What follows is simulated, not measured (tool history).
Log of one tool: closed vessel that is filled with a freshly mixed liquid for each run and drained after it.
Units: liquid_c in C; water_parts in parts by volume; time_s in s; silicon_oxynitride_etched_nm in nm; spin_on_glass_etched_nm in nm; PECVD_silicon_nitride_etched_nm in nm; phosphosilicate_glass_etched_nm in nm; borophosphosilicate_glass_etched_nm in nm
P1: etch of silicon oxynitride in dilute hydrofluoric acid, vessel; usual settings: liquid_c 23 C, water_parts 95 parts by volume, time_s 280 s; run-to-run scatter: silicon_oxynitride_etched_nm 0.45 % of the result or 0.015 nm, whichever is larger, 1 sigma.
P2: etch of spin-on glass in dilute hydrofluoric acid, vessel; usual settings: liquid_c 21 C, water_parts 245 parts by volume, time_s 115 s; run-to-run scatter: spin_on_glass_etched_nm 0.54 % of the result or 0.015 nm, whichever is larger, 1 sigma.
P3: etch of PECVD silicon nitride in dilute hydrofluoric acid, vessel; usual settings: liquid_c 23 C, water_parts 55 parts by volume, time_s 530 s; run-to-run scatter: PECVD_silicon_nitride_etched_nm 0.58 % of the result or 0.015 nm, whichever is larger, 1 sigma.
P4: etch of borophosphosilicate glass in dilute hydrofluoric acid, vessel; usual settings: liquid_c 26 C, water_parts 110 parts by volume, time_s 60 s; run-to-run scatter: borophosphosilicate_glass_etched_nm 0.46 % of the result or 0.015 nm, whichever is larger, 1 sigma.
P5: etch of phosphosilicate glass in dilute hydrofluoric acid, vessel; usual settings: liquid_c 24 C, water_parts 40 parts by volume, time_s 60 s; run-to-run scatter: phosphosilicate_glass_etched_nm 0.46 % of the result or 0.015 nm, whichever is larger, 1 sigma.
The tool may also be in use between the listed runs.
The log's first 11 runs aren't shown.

| run | day | process | liquid_c | water_parts | time_s | hours since the thermometer was replaced | hours since the hydrofluoric acid flow meter was replaced | silicon_oxynitride_etched_nm | spin_on_glass_etched_nm | PECVD_silicon_nitride_etched_nm | phosphosilicate_glass_etched_nm | borophosphosilicate_glass_etched_nm |
|---|---|---|---|---|---|---|---|---|---|---|---|---|
| 12 | 4.683 | P1 | 27 | 95 | 280 | 48.7 | 1463.1 | 11.272 |  |  |  |  |
| 13 | 5.083 | P5 | 24 | 65 | 60 | 58.3 | 1472.7 |  |  |  | 112.64 |  |
| 14 | 5.612 | P3 | 23 | 30 | 530 | 71 | 1485.4 |  |  | 27.977 |  |  |
| 15 | 6.146 | P5 | 24 | 40 | 60 | 83.8 | 1498.2 |  |  |  | 188.35 |  |
| 16 | 6.658 | P2 | 21 | 245 | 30 | 96.1 | 1510.5 |  | 2.3091 |  |  |  |
| 17 | 7.033 | P1 | 23 | 95 | 410 | 105.1 | 1519.5 | 13.774 |  |  |  |  |
| 18 | 7.342 | P1 | 23 | 95 | 280 | 112.5 | 1526.9 | 9.3748 |  |  |  |  |
| 19 | 7.762 | P4 | 26 | 110 | 60 | 122.6 | 1537 |  |  |  |  | 24.681 |
| 20 | 8.071 | P1 | 23 | 40 | 280 | 130 | 1544.4 | 23.131 |  |  |  |  |
| 21 | 8.429 | P2 | 21 | 55 | 115 | 138.6 | 1553 |  | 48.949 |  |  |  |
| 22 | 8.725 | P1 | 23 | 95 | 280 | 145.7 | 1560.1 | 9.4646 |  |  |  |  |
| 23 | 9.025 | P1 | 23 | 145 | 280 | 152.9 | 1567.3 | 5.8961 |  |  |  |  |
| 24 | 9.538 | P1 | 23 | 95 | 280 | 165.2 | 1579.6 | 9.2725 |  |  |  |  |
| 25 | 10.021 | P5 | 24 | 40 | 60 | 176.8 | 1591.2 |  |  |  | 188.99 |  |
| 26 | 10.567 | P3 | 23 | 55 | 30 | 189.9 | 1604.3 |  |  | 0.89217 |  |  |
| 27 | 10.967 | P5 | 17 | 40 | 60 | 199.5 | 1613.9 |  |  |  | 141.06 |  |
| 28 | 11.288 | P1 | 23 | 160 | 160 | 207.2 | 1621.6 | 2.9961 |  |  |  |  |
| 29 | 11.746 | P1 | 23 | 95 | 280 | 218.2 | 1632.6 | 9.4187 |  |  |  |  |
| 30 | 12.229 | P2 | 17 | 245 | 115 | 229.8 | 1644.2 |  | 7.6081 |  |  |  |
| 31 | 12.633 | P4 | 26 | 20 | 60 | 239.5 | 1653.9 |  |  |  |  | 153.28 |
| 32 | 12.871 | P3 | 23 | 55 | 530 | 245.2 | 1659.6 |  |  | 15.721 |  |  |

Forecast run 33:
| 33 | 13.412 | P1 | 23 | 95 | 280 | 258.2 | 1672.6 | ? |  |  |  |  |

{"run 33": {"silicon_oxynitride_etched_nm": 9.3167}}

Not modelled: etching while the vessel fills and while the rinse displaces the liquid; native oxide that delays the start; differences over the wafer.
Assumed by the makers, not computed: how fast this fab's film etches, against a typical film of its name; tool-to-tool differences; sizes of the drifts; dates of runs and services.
